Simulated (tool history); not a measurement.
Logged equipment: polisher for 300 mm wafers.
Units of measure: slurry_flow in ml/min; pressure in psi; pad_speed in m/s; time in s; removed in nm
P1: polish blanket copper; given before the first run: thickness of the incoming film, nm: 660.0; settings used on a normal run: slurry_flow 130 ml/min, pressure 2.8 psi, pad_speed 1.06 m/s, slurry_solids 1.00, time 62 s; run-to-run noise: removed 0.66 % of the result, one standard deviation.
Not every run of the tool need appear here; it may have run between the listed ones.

run,hour,slurry_flow,pressure,pad_speed,slurry_solids,time,wafers polished on this pad,hours since the slurry nozzle was cleaned,hours since the head pressure was calibrated,hours since the slurry blender was calibrated,removed
1,5.0,130,2.8,1.06,1.00,62,988,167.1,188.9,230.5,201.640
2,9.7,130,2.8,1.06,1.45,62,1055,171.8,193.6,235.2,220.710
3,15.5,80,2.8,1.06,1.00,62,1137,177.6,199.4,241.0,176.640
4,21.4,130,2.8,1.06,1.00,43,1221,183.5,205.3,246.9,140.000
5,25.5,130,2.8,1.06,0.65,62,1280,187.6,209.4,251.0,183.910
6,28.8,130,2.8,1.06,1.00,62,1327,190.9,212.7,254.3,200.530
7,34.4,180,2.8,1.58,1.00,62,1406,196.5,218.3,259.9,318.770
8,39.7,175,2.8,1.06,1.00,91,1482,201.8,223.6,265.2,311.920
9,44.2,130,2.8,0.52,1.00,62,1546,206.3,228.1,269.7,98.681
10,51.4,130,1.6,1.06,1.00,62,1648,213.5,235.3,276.9,114.220
11,57.1,130,2.8,1.06,1.00,62,1729,219.2,241.0,282.6,200.040
12,61.3,130,3.9,1.06,1.00,62,1789,223.4,245.2,286.8,278.790

What will run 13 give?
13,66.4,130,2.8,1.06,1.00,62,1862,228.5,250.3,291.9,?

removed: 202.210 nm
